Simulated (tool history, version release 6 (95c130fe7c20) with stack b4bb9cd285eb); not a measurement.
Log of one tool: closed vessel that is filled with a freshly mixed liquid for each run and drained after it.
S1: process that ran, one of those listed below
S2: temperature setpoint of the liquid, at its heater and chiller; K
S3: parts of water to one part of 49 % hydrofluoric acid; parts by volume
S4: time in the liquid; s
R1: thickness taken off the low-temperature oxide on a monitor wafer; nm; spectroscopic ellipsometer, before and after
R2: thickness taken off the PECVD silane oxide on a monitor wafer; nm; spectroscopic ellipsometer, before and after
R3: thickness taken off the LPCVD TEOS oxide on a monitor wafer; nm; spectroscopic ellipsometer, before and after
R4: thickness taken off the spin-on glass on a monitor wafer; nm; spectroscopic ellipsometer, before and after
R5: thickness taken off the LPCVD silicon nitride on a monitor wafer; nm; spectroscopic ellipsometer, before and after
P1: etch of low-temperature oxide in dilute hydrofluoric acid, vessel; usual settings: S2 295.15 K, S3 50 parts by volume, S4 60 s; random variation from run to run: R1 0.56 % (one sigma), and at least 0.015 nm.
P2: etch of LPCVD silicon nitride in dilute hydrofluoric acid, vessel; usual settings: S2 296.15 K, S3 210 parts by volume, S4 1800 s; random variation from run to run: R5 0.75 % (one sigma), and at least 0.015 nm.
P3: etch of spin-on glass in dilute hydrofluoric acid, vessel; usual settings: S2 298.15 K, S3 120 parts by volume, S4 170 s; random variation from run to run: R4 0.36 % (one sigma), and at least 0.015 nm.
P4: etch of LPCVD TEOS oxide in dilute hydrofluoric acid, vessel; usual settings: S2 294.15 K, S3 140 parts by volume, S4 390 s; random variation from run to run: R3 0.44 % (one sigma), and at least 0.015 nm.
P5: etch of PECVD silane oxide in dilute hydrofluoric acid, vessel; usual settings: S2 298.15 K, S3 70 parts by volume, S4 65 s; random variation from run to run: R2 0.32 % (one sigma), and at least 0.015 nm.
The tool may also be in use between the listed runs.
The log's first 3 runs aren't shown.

run,hour,S1,S2,S3,S4,R1,R2,R3,R4,R5
4,15.2,P1,295.15,75,60,11.478,,,,
5,19.2,P4,294.15,35,390,,,181.94,,
6,24.1,P1,295.15,50,90,26.686,,,,
7,27.9,P5,298.15,20,65,,55.292,,,
# hour 29.1: hydrofluoric acid flow meter replaced
8,31.3,P1,295.15,50,60,17.755,,,,
9,36,P5,298.15,70,30,,6.8132,,,
10,39.3,P3,298.15,25,170,,,,262.53,
11,44,P1,303.15,50,60,24.686,,,,
12,47.6,P3,306.65,120,170,,,,66.591,
13,51.3,P3,298.15,120,30,,,,8.6211,
14,53.8,P4,294.15,140,165,,,16.874,,
15,56.8,P1,295.15,70,30,6.1968,,,,
16,59.7,P4,294.15,140,390,,,40.347,,
17,63.3,P1,295.15,75,105,20.048,,,,
18,67,P2,296.15,210,1800,,,,,3.5805
19,70.3,P1,295.15,50,60,17.715,,,,
20,73.1,P2,296.15,210,1800,,,,,3.5726
21,77.9,P2,296.15,210,960,,,,,1.8962
22,82.8,P1,295.15,50,30,8.7732,,,,
23,85.6,P1,290.15,50,60,14.247,,,,
24,88.4,P5,298.15,70,65,,14.758,,,

The next listed run, before its measurement:
25,92,P1,295.15,20,60,?,,,,

R1: 46.038 nm
